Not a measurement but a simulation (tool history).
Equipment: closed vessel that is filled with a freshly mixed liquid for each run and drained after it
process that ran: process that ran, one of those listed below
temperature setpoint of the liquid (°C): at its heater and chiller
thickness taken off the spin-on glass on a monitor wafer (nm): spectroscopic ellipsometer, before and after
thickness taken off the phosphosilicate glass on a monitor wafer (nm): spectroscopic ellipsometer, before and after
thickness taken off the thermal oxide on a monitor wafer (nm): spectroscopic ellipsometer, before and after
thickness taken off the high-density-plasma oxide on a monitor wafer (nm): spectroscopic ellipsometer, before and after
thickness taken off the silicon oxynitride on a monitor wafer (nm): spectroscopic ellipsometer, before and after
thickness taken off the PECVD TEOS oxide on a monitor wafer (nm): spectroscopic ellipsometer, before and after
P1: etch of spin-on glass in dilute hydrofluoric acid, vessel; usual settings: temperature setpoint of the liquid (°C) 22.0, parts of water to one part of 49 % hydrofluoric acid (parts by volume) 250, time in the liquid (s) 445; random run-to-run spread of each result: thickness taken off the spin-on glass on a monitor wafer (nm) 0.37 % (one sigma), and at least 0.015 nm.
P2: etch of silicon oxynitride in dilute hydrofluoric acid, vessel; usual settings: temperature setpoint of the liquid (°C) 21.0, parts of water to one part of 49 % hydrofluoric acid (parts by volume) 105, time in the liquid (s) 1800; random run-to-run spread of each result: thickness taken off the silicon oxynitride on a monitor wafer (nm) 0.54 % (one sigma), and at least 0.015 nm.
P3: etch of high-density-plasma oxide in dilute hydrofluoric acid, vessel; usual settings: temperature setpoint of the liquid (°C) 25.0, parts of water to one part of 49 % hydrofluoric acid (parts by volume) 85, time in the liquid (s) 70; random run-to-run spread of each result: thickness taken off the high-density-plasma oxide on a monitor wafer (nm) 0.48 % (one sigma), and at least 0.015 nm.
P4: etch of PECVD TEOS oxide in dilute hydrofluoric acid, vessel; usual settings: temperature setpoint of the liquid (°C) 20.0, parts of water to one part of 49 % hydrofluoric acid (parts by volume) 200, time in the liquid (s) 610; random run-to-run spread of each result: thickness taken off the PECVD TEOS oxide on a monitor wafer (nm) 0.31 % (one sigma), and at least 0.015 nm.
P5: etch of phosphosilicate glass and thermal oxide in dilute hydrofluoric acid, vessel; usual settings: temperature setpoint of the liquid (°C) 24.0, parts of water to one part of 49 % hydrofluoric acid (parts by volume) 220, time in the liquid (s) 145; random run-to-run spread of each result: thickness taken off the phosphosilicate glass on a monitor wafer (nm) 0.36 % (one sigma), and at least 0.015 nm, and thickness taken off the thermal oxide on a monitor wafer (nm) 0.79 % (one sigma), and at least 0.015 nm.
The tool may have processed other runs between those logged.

run   hour  process that ran  temperature setpoint of the liquid (°C)  parts of water to one part of 49 % hydrofluoric acid (parts by volume)  time in the liquid (s)  hours since the thermometer was replaced  hours since the hydrofluoric acid flow meter was replaced  thickness taken off the spin-on glass on a monitor wafer (nm)  thickness taken off the phosphosilicate glass on a monitor wafer (nm)  thickness taken off the thermal oxide on a monitor wafer (nm)  thickness taken off the high-density-plasma oxide on a monitor wafer (nm)  thickness taken off the silicon oxynitride on a monitor wafer (nm)  thickness taken off the PECVD TEOS oxide on a monitor wafer (nm)
  1   15.1                P1                                     22.0                                                                     250                     445                                    1018.9                                                     1400.3                                                         46.550
  2   29.9                P1                                     28.5                                                                     250                     445                                    1033.7                                                     1415.1                                                         58.412
  3   39.3                P5                                     24.0                                                                     375                     145                                    1043.1                                                     1424.5                                                                                                                                17.691                                                        1.39880
  4   54.1                P3                                     25.0                                                                      85                      70                                    1057.9                                                     1439.3                                                                                                                                                                                                                                                                          7.1935
  5   67.7                P1                                     22.0                                                                     250                     445                                    1071.5                                                     1452.9                                                         46.630
  6   78.1                P2                                     21.0                                                                      25                    1800                                    1081.9                                                     1463.3                                                                                                                                                                                                                                                                                                                                             90.1860
      89.6  -- thermometer replaced
  7   90.4                P1                                     22.0                                                                     250                     445                                       0.9                                                     1475.6                                                         46.721
  8  105.8                P4                                     20.0                                                                     200                    1175                                      16.3                                                     1491.0                                                                                                                                                                                                                                                                                                                                                                                                               39.0000
  9  115.8                P4                                     20.0                                                                     355                     610                                      26.3                                                     1501.0                                                                                                                                                                                                                                                                                                                                                                                                                9.9319
 10  126.6                P1                                     22.0                                                                     370                     445                                      37.1                                                     1511.8                                                         28.281
 11  136.6                P4                                     20.0                                                                     200                     610                                      47.1                                                     1521.8                                                                                                                                                                                                                                                                                                                                                                                                               20.3460
 12  148.5                P1                                     22.0                                                                     250                     445                                      59.0                                                     1533.7                                                         46.391
 13  157.7                P1                                     17.0                                                                     250                     445                                      68.2                                                     1542.9                                                         38.320
 14  166.6                P1                                     22.0                                                                     360                     775                                      77.1                                                     1551.8                                                         50.790
 15  179.2                P3                                     25.0                                                                      85                     115                                      89.7                                                     1564.4                                                                                                                                                                                                                                                                         11.8250
 16  190.0                P1                                     22.0                                                                     250                     445                                     100.5                                                     1575.2                                                         46.562
 17  205.5                P5                                     17.0                                                                     220                     145                                     116.0                                                     1590.7                                                                                                                                26.964                                                        2.07180
 18  217.8                P2                                     21.0                                                                     105                    1800                                     128.3                                                     1603.0                                                                                                                                                                                                                                                                                                                                             20.3880
 19  227.9                P4                                     26.5                                                                     200                     610                                     138.4                                                     1613.1                                                                                                                                                                                                                                                                                                                                                                                                               26.0080
 20  240.3                P2                                     21.0                                                                     105                     690                                     150.8                                                     1625.5                                                                                                                                                                                                                                                                                                                                              7.6158
 21  249.9                P1                                     28.0                                                                     420                     445                                     160.4                                                     1635.1                                                         28.905
 22  264.1                P2                                     21.0                                                                     105                    1800                                     174.6                                                     1649.3                                                                                                                                                                                                                                                                                                                                             20.4000
 23  272.3                P2                                     17.0                                                                     105                    1800                                     182.8                                                     1657.5                                                                                                                                                                                                                                                                                                                                             16.5910
 24  280.3                P1                                     22.0                                                                     250                     445                                     190.8                                                     1665.5                                                         46.511
 25  296.4                P1                                     22.0                                                                     250                     715                                     206.9                                                     1681.6                                                         74.801
 26  312.4                P3                                     33.0                                                                      85                      70                                     222.9                                                     1697.6                                                                                                                                                                                                                                                                          9.8477
 27  325.8                P5                                     24.0                                                                     220                     145                                     236.3                                                     1711.0                                                                                                                                35.256                                                        2.74180
 28  341.8                P5                                     24.0                                                                     220                      30                                     252.3                                                     1727.0                                                                                                                                 7.260                                                        0.56924
 29  356.9                P1                                     22.0                                                                     250                     195                                     267.4                                                     1742.1                                                         20.424
 30  366.9                P1                                     22.0                                                                     250                     445                                     277.4                                                     1752.1                                                         46.885

Expected results for the next run?
 31  382.1                P3                                     25.0                                                                      45                      70                                     292.6                                                     1767.3                                                                                                                                                                                                                                                                               ?

Run 31 produced thickness taken off the high-density-plasma oxide on a monitor wafer (nm) 14.3670.
